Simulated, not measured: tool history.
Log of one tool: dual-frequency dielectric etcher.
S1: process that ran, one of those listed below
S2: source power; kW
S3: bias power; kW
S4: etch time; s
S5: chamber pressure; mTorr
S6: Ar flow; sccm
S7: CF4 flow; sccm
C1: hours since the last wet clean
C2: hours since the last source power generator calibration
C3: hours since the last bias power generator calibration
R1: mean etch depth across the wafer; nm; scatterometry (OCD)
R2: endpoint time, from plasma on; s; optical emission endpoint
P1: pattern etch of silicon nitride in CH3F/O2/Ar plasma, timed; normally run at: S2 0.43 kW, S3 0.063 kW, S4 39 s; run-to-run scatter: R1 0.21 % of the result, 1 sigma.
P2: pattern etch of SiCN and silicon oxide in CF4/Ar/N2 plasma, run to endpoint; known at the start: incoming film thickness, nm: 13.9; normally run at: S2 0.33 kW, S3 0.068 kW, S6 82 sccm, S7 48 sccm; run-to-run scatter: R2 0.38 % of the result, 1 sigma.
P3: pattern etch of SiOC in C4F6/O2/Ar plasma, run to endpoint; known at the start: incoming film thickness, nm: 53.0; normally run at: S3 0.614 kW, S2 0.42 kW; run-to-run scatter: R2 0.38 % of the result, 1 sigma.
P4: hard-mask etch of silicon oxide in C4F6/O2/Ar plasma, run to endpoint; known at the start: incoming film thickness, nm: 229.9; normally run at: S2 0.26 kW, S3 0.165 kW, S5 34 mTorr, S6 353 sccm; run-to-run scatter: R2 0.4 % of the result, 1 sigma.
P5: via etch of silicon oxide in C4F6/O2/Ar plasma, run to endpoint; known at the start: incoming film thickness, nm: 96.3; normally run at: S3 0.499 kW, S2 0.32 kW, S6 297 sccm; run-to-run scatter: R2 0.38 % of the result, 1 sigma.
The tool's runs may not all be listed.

run   hour  S1    S2     S3    S4    S5   S6  S7     C1      C2      C3      R1      R2
  1    9.1  P1  0.43  0.063    39                 224.4   496.1  1733.2  25.553
  2   20.6  P4  0.26  0.165        40.5  353      235.9   507.6  1744.7          95.587
  3   37.3  P2  0.33  0.068               82  48  252.6   524.3  1761.4          22.916
  4   46.8  P3  0.57  0.614                       262.1   533.8  1770.9          14.342
  5   58.1  P3  0.42  0.481                       273.4   545.1  1782.2          17.709
  6   72.5  P1  0.43  0.063    39                 287.8   559.5  1796.6  25.495
  7   82.2  P1  0.43  0.063    39                 297.5   569.2  1806.3  25.636
  8   97.2  P4  0.33  0.165          34  353      312.5   584.2  1821.3          85.904
  9  114.7  P1  0.59  0.042    39                   330   601.7  1838.8  25.569
 10  131.3  P1  0.43  0.063    39                 346.6   618.3  1855.4  25.585
 11  145.6  P2  0.45  0.068               82  48  360.9   632.6  1869.7            17.4
 12  159.6  P5  0.32  0.662              297      374.9   646.6  1883.7          20.842
 13  170.6  P1  0.31  0.063    39                 385.9   657.6  1894.7  22.484
 14  186.9  P4  0.26  0.165          34  353      402.2   673.9    1911          94.162
 15    201  P1  0.43  0.063  26.5                 416.3     688  1925.1  17.358
 16  209.8  P5  0.32  0.499              297      425.1   696.8  1933.9          23.165
 17  220.2  P3  0.42  0.614                       435.5   707.2  1944.3          16.049
 18  232.8  P1  0.43  0.045    39                 448.1   719.8  1956.9  23.028
 19  249.5  P2  0.33  0.068               82  38  464.8   736.5  1973.6          23.661
 20  267.4  P1  0.43  0.063  51.5                 482.7   754.4  1991.5  33.877
 21  281.5  P5  0.32  0.499              297      496.8   768.5  2005.6          23.246
     288.1  -- wet clean of the chamber
 22  299.4  P4  0.26  0.165          34  226       11.4   786.4  2023.5          88.959
 23  317.8  P5  0.45  0.499              297       29.8   804.8  2041.9          20.397
 24  335.9  P3  0.42  0.614                        47.9   822.9    2060          16.014
 25  349.5  P2  0.33  0.048               82  48   61.5   836.5  2073.6          25.788
 26  359.1  P5  0.32  0.499              233       71.1   846.1  2083.2          22.513
 27  367.7  P1  0.59  0.063    39                  79.7   854.7  2091.8  28.973
 28  378.2  P2  0.33  0.068               82  48   90.2   865.2  2102.3          22.911
 29  386.4  P1  0.43  0.063    39                  98.4   873.4  2110.5  25.675
 30  401.5  P4  0.26  0.165          34  353      113.5   888.5  2125.6          93.845
 31  411.4  P1  0.43  0.063    39                 123.4   898.4  2135.5  25.603
 32  429.4  P4  0.26  0.118          34  353      141.4   916.4  2153.5          104.19
 33  439.3  P1  0.43  0.087    39                 151.3   926.3  2163.4  28.564
 34  453.5  P2  0.33  0.068               61  48  165.5   940.5  2177.6           21.91
 35  463.4  P1  0.31  0.063  48.5                 175.4   950.4  2187.5  28.168
 36  478.7  P1  0.43  0.063    39                 190.7   965.7  2202.8   25.55
 37  491.7  P1  0.43  0.063    39                 203.7   978.7  2215.8  25.489
 38  509.8  P1  0.43  0.063    39                 221.8   996.8  2233.9  25.329
 39  527.3  P1  0.43  0.063    39                 239.3  1014.3  2251.4  25.253
     540.1  -- wet clean of the chamber
 40  543.5  P1  0.43  0.063    39                   3.5  1030.5  2267.6  25.172
 41    555  P1  0.43  0.063    39                    15    1042  2279.1  25.219
 42  567.2  P1  0.43  0.063    39                  27.2  1054.2  2291.3  25.226
 43  578.2  P1  0.43  0.063    39                  38.2  1065.2  2302.3  25.247
 44  592.1  P1  0.43  0.063    39                  52.1  1079.1  2316.2  25.119
 45  607.8  P1  0.43  0.063    39                  67.8  1094.8  2331.9  25.167
 46  616.9  P1  0.43  0.063    39                  76.9  1103.9    2341  25.239

What P1 gives has crept away from where it was. These 2 causes fit the log equally well, each at the size given:
A: bias power that arrives under what is set, % = 4.79
B: source power that arrives under what is set, % = 4.11
The creep began at about hour 478.7.
Why every other cause is out:
chamber walls in a state that lowers the etch rate, %: serviced at hour 540.1, which brought nothing back

4 check runs are offered, each on 2 wafers whose results are averaged, their results left as question marks. Which one tells the causes apart?
check 1   626  P3  0.49  0.491                                    ?
check 2   626  P5  0.37  0.499          297                       ?
check 3   626  P4  0.26  0.124      34  245                       ?
check 4   626  P2   0.4  0.068           82  48                   ?

What each check would give under each cause:
  check  result    if A    if B
check 1      R2  16.823  16.781
check 2      R2  22.345   22.28
check 3      R2  99.906   100.1
check 4      R2  19.605  20.001
How far apart the two closest causes lie, in the result that separates them most: check 1 0.25 %; check 2 0.29 %; check 3 0.19 %; check 4 2 %
Check 4 tells the causes apart: in the others they would give nearly the same result.

Check 4 was then run and gave: R2 19.525 s. Which cause is it?

It is A: bias power that arrives under what is set, %.

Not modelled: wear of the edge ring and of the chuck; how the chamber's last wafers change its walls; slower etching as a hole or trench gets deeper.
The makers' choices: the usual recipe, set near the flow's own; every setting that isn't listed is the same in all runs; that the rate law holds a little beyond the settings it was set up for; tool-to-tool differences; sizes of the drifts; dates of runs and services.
